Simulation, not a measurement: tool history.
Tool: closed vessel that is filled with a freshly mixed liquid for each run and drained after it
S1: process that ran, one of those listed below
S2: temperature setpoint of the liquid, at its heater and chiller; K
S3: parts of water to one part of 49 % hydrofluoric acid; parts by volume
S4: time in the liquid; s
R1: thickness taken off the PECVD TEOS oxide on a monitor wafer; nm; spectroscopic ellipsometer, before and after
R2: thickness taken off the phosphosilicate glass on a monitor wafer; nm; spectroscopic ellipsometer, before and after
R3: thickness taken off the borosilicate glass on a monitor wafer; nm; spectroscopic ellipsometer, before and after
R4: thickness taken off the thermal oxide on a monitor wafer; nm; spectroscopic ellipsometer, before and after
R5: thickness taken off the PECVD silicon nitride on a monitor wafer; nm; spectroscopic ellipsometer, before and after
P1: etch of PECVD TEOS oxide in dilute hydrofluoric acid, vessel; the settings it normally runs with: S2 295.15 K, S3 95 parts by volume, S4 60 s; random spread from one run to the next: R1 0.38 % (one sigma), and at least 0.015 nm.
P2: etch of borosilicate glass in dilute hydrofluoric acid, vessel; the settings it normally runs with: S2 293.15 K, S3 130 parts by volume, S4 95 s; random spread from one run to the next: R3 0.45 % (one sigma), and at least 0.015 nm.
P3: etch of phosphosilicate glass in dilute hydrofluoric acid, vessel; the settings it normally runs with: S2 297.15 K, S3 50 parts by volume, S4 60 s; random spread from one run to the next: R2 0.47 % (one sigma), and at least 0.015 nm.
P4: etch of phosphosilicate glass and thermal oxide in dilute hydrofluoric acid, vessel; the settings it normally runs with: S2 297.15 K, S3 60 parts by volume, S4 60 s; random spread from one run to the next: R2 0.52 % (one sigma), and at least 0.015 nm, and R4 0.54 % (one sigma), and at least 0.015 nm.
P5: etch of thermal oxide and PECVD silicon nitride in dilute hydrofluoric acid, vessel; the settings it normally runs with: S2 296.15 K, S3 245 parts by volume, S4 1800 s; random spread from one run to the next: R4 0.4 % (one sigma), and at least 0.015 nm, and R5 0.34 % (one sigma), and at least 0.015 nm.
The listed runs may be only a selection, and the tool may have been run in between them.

run 1 hour=11.4 | S1=P1 S2=295.15 S3=95 S4=60 | R1=12.1400
run 2 hour=21.3 | S1=P3 S2=297.15 S3=50 S4=60 | R2=173.110
run 3 hour=32.9 | S1=P2 S2=290.15 S3=130 S4=95 | R3=9.8290
run 4 hour=40.0 | S1=P1 S2=295.15 S3=95 S4=30 | R1=6.0487
run 5 hour=49.0 | S1=P1 S2=300.15 S3=95 S4=60 | R1=14.7560
run 6 hour=63.0 | S1=P1 S2=295.15 S3=95 S4=60 | R1=12.2610
run 7 hour=74.5 | S1=P1 S2=301.65 S3=95 S4=30 | R1=7.8472
run 8 hour=81.0 | S1=P4 S2=297.15 S3=60 S4=30 | R2=50.023 R4=2.4253
run 9 hour=90.3 | S1=P1 S2=295.15 S3=95 S4=60 | R1=12.0660
run 10 hour=104.3 | S1=P5 S2=296.15 S3=105 S4=1800 | R4=78.6780 R5=32.632
run 11 hour=115.6 | S1=P4 S2=297.15 S3=60 S4=60 | R2=99.882 R4=4.8655
run 12 hour=124.0 | S1=P5 S2=302.15 S3=245 S4=1800 | R4=35.9600 R5=20.541
run 13 hour=130.7 | S1=P2 S2=293.15 S3=130 S4=30 | R3=3.5436
run 14 hour=139.1 | S1=P4 S2=297.15 S3=105 S4=60 | R2=53.678 R4=2.6580
run 15 hour=150.8 | S1=P1 S2=295.15 S3=95 S4=90 | R1=18.2160
run 16 hour=162.4 | S1=P1 S2=290.15 S3=95 S4=60 | R1=9.8739
run 17 hour=175.2 | S1=P3 S2=297.15 S3=50 S4=30 | R2=87.174
run 18 hour=184.9 | S1=P5 S2=296.15 S3=245 S4=3580 | R4=57.6760 R5=28.113
-- hour=192.8 thermometer replaced
run 19 hour=195.6 | S1=P1 S2=290.15 S3=55 S4=60 | R1=17.8380
run 20 hour=203.9 | S1=P2 S2=293.15 S3=130 S4=95 | R3=11.1810
run 21 hour=212.5 | S1=P1 S2=295.15 S3=135 S4=60 | R1=8.1858
run 22 hour=220.1 | S1=P1 S2=295.15 S3=25 S4=60 | R1=50.5790
run 23 hour=227.4 | S1=P3 S2=297.15 S3=70 S4=60 | R2=121.130
run 24 hour=240.6 | S1=P5 S2=296.15 S3=245 S4=1800 | R4=28.9880 R5=14.137
run 25 hour=254.6 | S1=P3 S2=297.15 S3=50 S4=60 | R2=174.720
run 26 hour=266.2 | S1=P2 S2=293.15 S3=230 S4=95 | R3=5.7939
run 27 hour=275.6 | S1=P1 S2=295.15 S3=95 S4=60 | R1=12.1820
run 28 hour=284.0 | S1=P1 S2=295.15 S3=95 S4=60 | R1=12.1160
run 29 hour=291.9 | S1=P3 S2=290.15 S3=50 S4=60 | R2=128.370
run 30 hour=298.9 | S1=P4 S2=301.15 S3=60 S4=60 | R2=117.720 R4=5.7407
run 31 hour=312.1 | S1=P1 S2=295.15 S3=95 S4=60 | R1=12.1510
run 32 hour=326.1 | S1=P1 S2=295.15 S3=95 S4=60 | R1=11.8450
run 33 hour=338.1 | S1=P1 S2=295.15 S3=95 S4=60 | R1=11.5880
run 34 hour=351.5 | S1=P1 S2=295.15 S3=95 S4=60 | R1=11.4500
run 35 hour=361.9 | S1=P1 S2=295.15 S3=95 S4=60 | R1=11.4740
run 36 hour=374.4 | S1=P1 S2=295.15 S3=95 S4=60 | R1=11.4720
run 37 hour=385.3 | S1=P1 S2=295.15 S3=95 S4=60 | R1=11.3580
run 38 hour=395.7 | S1=P1 S2=295.15 S3=95 S4=60 | R1=11.3620

What P1 gives has crept off from where it sat before. The 2 causes that follow fit the log equally well, each at the size noted:
A: liquid colder than its thermometer reads (K) = 1.68
B: hydrofluoric acid flow below the setpoint (%) = 5.95
At approximately hour 312.1, the process output began to creep.

Of the 4 check runs listed below, each run on one wafer and each result written as a question mark, which would let you distinguish the listed causes because they would give clearly different results?
run check 1 hour=406.1 | S1=P3 S2=290.15 S3=50 S4=60 | R2=?
run check 2 hour=406.1 | S1=P2 S2=290.15 S3=130 S4=95 | R3=?
run check 3 hour=406.1 | S1=P4 S2=297.15 S3=95 S4=30 | R2=? R4=?
run check 4 hour=406.1 | S1=P5 S2=302.15 S3=110 S4=1800 | R4=? R5=?

What every check run would give for each of its results, assuming each possible cause in turn:
check=check_1 result=R2 if_A=119.980 if_B=121.040
check=check_2 result=R3 if_A=9.2299 if_B=9.2369
check=check_3 result=R2 if_A=28.199 if_B=28.158
check=check_3 result=R4 if_A=1.3757 if_B=1.3737
check=check_4 result=R4 if_A=88.6890 if_B=88.0510
check=check_4 result=R5 if_A=41.348 if_B=43.244
Separation of the two closest causes in each check, using whichever result separates them best: check 1 0.87 %; check 2 0.08 %; check 3 0.14 %; check 4 4.48 %
The other checks would show nearly matching results whichever cause is true, so check 4 is the only one that separates the causes.

The results of check 4 are: R4 88.1740 nm; R5 43.078 nm. Based on these, which of the listed causes is it?

It is B: hydrofluoric acid flow below the setpoint (%).
